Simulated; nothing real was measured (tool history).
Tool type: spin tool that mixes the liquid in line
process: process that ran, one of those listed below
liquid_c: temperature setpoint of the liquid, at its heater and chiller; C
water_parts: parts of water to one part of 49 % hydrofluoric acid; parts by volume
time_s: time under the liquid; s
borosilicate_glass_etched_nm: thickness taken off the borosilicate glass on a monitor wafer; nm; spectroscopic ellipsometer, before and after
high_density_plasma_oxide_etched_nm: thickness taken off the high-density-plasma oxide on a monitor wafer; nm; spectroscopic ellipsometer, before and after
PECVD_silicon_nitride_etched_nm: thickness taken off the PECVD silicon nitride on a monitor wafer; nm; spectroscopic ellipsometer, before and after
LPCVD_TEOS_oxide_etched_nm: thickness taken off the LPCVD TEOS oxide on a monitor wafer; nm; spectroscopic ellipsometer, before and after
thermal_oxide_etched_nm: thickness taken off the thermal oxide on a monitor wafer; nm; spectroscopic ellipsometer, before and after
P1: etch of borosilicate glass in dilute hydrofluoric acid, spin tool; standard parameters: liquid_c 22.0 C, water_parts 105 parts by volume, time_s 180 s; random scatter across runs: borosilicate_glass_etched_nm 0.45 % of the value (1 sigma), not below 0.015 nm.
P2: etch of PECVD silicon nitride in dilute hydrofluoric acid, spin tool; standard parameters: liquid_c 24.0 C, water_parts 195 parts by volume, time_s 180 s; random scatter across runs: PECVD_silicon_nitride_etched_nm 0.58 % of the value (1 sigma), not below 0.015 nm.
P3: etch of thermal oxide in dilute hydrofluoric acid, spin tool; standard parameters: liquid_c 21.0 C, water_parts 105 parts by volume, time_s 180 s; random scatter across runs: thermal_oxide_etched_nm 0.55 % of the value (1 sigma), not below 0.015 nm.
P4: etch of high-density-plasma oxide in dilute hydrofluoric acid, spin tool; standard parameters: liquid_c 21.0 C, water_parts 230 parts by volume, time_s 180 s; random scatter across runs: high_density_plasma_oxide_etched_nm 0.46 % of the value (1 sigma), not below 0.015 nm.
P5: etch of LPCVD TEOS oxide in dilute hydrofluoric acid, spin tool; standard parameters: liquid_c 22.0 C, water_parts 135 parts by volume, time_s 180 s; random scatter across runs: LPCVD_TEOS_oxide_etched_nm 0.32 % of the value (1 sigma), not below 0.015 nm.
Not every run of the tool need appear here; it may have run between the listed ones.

run   hour  process  liquid_c  water_parts  time_s  borosilicate_glass_etched_nm  high_density_plasma_oxide_etched_nm  PECVD_silicon_nitride_etched_nm  LPCVD_TEOS_oxide_etched_nm  thermal_oxide_etched_nm
  1    6.7       P1      22.0          105     180                        34.049
  2   12.3       P4      21.0          230     180                                                             6.3583
  3   22.5       P2      24.0          195      20                                                                                             0.47636
  4   32.2       P2      24.0          195     180                                                                                             4.02820
  5   38.9       P4      21.0          230      50                                                             1.7569
  6   44.1       P1      22.0           30     180                       129.540
  7   53.1       P1      22.0          140     180                        24.243
  8   59.4       P1      22.0          105     180                        33.824
  9   66.6       P5      22.0          135     180                                                                                                                         22.5000
 10   75.6       P4      21.0           40     180                                                            45.1180
      82.4  -- hydrofluoric acid flow meter replaced
 11   84.1       P4      21.0          230     180                                                             6.3176
 12   94.5       P1      22.0          105     300                        56.146
 13  103.7       P1      22.0          105     180                        33.988
 14  111.7       P1      22.0          105     180                        33.959
 15  117.1       P1      22.0          105     180                        34.079
 16  124.1       P1      29.5          105      90                        22.891
 17  131.0       P4      17.0          230     180                                                             5.4381
 18  141.4       P2      17.0          195     180                                                                                             2.56000
 19  148.2       P5      28.5          135     180                                                                                                                         29.0560
 20  158.1       P5      22.0          135     180                                                                                                                         22.5450
 21  168.5       P1      22.0          105     180                        33.947
 22  175.4       P5      22.0          135      15                                                                                                                          1.8693
 23  184.3       P3      26.0          105     180                                                                                                                                                   8.6086
 24  189.3       P3      21.0          105     180                                                                                                                                                   7.0673
 25  197.1       P2      24.0          195     180                                                                                             4.03980
 26  202.4       P3      21.0          190     180                                                                                                                                                   3.5845
     208.1  -- thermometer replaced
 27  212.7       P1      17.0          105     180                        27.774
 28  224.1       P3      21.0          105     270                                                                                                                                                  10.5390
 29  232.1       P3      21.0          105     180                                                                                                                                                   7.0815
 30  241.2       P5      22.0           30     180                                                                                                                        115.3700
 31  248.0       P2      24.0          320     180                                                                                             2.46980
 32  255.5       P1      22.0          105      60                        11.314
 33  266.0       P1      28.5          105     180                        43.709
 34  272.2       P1      22.0          105     180                        34.208
 35  279.0       P1      22.0          105     180                        34.392
 36  289.9       P1      22.0          105     180                        35.244
 37  300.5       P1      22.0          105     180                        35.612
 38  309.5       P1      22.0          105     180                        35.381
 39  320.7       P1      22.0          105     180                        35.907
 40  332.0       P1      22.0          105     180                        35.968
 41  339.1       P1      22.0          105     180                        36.078
 42  350.1       P1      22.0          105     180                        36.057

P1 has crept away from where it was. The log is fitted equally well by each of these 2 causes, at the sizes shown:
A: liquid hotter than its thermometer reads (K) = 1.44
B: hydrofluoric acid flow above the setpoint (%) = 5.24
Creep in the process output first set in at about hour 272.2.

The 4 check runs listed below each average the results of 3 wafers, and their outcomes are marked with question marks. Under which run would the listed causes produce clearly different results?
check 1  361.1       P5      28.5          135      15                                                                                                                               ?
check 2  361.1       P4      21.0          125      80                                                                  ?
check 3  361.1       P2      17.0          195     105                                                                                                   ?
check 4  361.1       P3      24.0          150     180                                                                                                                                                        ?

Check results expected under each cause:
  check                               result     if A     if B
check 1           LPCVD_TEOS_oxide_etched_nm   2.5444   2.5623
check 2  high_density_plasma_oxide_etched_nm   6.1180   6.1221
check 3      PECVD_silicon_nitride_etched_nm  1.64620  1.56950
check 4              thermal_oxide_etched_nm   5.5643   5.5923
Gap, in per cent, between the two causes that each check separates least, read from the result that separates them most: check 1 0.7 %; check 2 0.07 %; check 3 4.77 %; check 4 0.5 %
Only check 3 tells the causes apart: in the others they would give nearly the same result.

Then check 3 was run and gave: PECVD_silicon_nitride_etched_nm 1.54790 nm. Which cause is it?

It was cause B: hydrofluoric acid flow above the setpoint (%).
